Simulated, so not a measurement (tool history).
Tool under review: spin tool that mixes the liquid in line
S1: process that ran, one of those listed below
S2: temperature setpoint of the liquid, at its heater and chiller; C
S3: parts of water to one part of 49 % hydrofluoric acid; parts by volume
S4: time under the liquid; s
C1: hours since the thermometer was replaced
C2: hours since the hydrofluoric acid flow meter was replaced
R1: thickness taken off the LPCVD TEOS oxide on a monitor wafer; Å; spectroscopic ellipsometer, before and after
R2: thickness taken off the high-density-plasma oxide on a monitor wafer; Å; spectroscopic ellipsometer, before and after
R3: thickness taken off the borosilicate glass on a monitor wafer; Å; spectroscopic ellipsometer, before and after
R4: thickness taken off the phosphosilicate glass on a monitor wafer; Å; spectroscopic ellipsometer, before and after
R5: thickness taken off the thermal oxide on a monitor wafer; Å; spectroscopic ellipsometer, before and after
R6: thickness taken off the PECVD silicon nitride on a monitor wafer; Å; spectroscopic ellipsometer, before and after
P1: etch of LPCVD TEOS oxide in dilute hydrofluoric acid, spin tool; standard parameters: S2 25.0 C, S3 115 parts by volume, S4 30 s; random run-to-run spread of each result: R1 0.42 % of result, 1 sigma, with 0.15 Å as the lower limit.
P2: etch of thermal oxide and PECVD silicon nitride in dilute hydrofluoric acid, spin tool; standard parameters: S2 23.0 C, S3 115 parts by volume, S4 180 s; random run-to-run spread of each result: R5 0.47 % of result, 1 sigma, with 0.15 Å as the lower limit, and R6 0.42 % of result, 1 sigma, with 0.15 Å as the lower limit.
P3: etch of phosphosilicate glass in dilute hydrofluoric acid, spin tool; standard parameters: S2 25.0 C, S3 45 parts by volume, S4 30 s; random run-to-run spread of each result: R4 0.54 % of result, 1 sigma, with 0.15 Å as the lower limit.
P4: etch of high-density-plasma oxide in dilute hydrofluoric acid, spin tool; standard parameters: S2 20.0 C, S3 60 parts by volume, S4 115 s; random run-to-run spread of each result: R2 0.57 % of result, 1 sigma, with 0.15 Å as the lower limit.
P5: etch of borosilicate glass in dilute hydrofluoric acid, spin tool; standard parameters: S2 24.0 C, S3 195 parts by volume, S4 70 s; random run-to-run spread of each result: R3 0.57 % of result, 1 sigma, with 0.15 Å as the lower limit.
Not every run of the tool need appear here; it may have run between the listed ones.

run,hour,S1,S2,S3,S4,C1,C2,R1,R2,R3,R4,R5,R6
1,5.2,P1,25.0,115,30,200.4,1369.4,157.230,,,,,
2,12.6,P4,26.5,60,115,207.8,1376.8,,109.320,,,,
3,20.4,P5,24.0,195,70,215.6,1384.6,,,85.426,,,
4,25.0,P4,20.0,60,115,220.2,1389.2,,84.812,,,,
5,31.6,P1,25.0,115,30,226.8,1395.8,156.990,,,,,
6,40.2,P3,25.0,45,55,235.4,1404.4,,,,1419.80,,
7,47.4,P2,23.0,115,180,242.6,1411.6,,,,,64.916,57.711
8,55.4,P1,19.5,115,30,250.6,1419.6,126.180,,,,,
9,64.1,P1,18.0,115,15,259.3,1428.3,59.361,,,,,
# hour 68.9: thermometer replaced
10,71.7,P1,25.0,115,30,2.8,1435.9,158.360,,,,,
11,76.0,P1,25.0,115,30,7.1,1440.2,157.450,,,,,
12,81.8,P4,20.0,85,115,12.9,1446.0,,57.114,,,,
13,86.3,P2,23.0,50,180,17.4,1450.5,,,,,162.020,132.210
14,91.8,P4,20.0,60,115,22.9,1456.0,,84.564,,,,
15,96.9,P2,31.0,115,180,28.0,1461.1,,,,,88.939,97.264
16,102.9,P3,25.0,45,30,34.0,1467.1,,,,773.35,,
17,107.1,P5,24.0,195,20,38.2,1471.3,,,24.282,,,
18,114.0,P1,25.0,115,30,45.1,1478.2,157.530,,,,,
19,120.6,P1,29.0,115,30,51.7,1484.8,184.690,,,,,
20,126.3,P2,23.0,115,180,57.4,1490.5,,,,,65.198,58.623
21,132.0,P2,23.0,115,260,63.1,1496.2,,,,,93.165,83.551
22,141.4,P1,25.0,70,30,72.5,1505.6,275.370,,,,,
23,147.6,P4,20.0,60,175,78.7,1511.8,,129.720,,,,
24,155.3,P1,25.0,200,30,86.4,1519.5,81.867,,,,,
25,159.6,P5,24.0,195,70,90.7,1523.8,,,85.543,,,
26,164.2,P5,17.0,195,70,95.3,1528.4,,,64.941,,,
27,171.0,P3,25.0,80,30,102.1,1535.2,,,,416.85,,
28,178.6,P1,25.0,115,30,109.7,1542.8,157.610,,,,,
29,184.3,P1,25.0,115,30,115.4,1548.5,156.760,,,,,
30,188.5,P1,25.0,115,15,119.6,1552.7,78.626,,,,,
31,194.2,P1,25.0,35,50,125.3,1558.4,958.220,,,,,
32,200.8,P5,24.0,60,70,131.9,1565.0,,,325.560,,,
33,205.0,P3,18.0,45,30,136.1,1569.2,,,,577.07,,
34,214.2,P1,25.0,115,45,145.3,1578.4,236.880,,,,,
35,219.1,P1,25.0,115,30,150.2,1583.3,157.520,,,,,
36,224.8,P1,25.0,115,30,155.9,1589.0,152.680,,,,,
37,233.5,P1,25.0,115,30,164.6,1597.7,150.780,,,,,
38,240.0,P1,25.0,115,30,171.1,1604.2,149.860,,,,,
39,247.4,P1,25.0,115,30,178.5,1611.6,149.300,,,,,
40,252.1,P1,25.0,115,30,183.2,1616.3,148.780,,,,,
41,261.0,P1,25.0,115,30,192.1,1625.2,148.800,,,,,
42,267.5,P1,25.0,115,30,198.6,1631.7,149.420,,,,,

Something has made what P1 gives creep away from where it was; the 2 causes below, each at its own stated size, fit the log equally well:
A: hydrofluoric acid flow below the setpoint (%) = 5.02
B: liquid colder than its thermometer reads (K) = 1.51
The drift started at roughly hour 219.1.

Listed below are the offered check runs, one wafer per run, with question marks in place of results. For which of them would the causes give clearly different outcomes?
check 1,274.0,P5,17.0,75,70,,,,,?,,,
check 2,274.0,P3,25.0,70,30,,,,,,?,,
check 3,274.0,P4,25.0,85,115,,,,?,,,,
check 4,274.0,P2,29.0,115,180,,,,,,,?,?

What each check would give under each cause:
check,result,if A,if B
check 1,R3,180.670,178.990
check 2,R4,454.74,452.62
check 3,R2,66.865,66.656
check 4,R5,77.051,77.270
check 4,R6,81.438,77.963
Per-check spread between the two closest causes, in the result where they differ most: check 1 0.94 %; check 2 0.47 %; check 3 0.31 %; check 4 4.36 %
Check 4 distinguishes between the causes, while the remaining checks would return nearly the same result for all of them.

After running check 4, the following was obtained: R5 77.374 Å; R6 81.928 Å. Which cause does this point to?

Of the candidate causes, it is A: hydrofluoric acid flow below the setpoint (%).

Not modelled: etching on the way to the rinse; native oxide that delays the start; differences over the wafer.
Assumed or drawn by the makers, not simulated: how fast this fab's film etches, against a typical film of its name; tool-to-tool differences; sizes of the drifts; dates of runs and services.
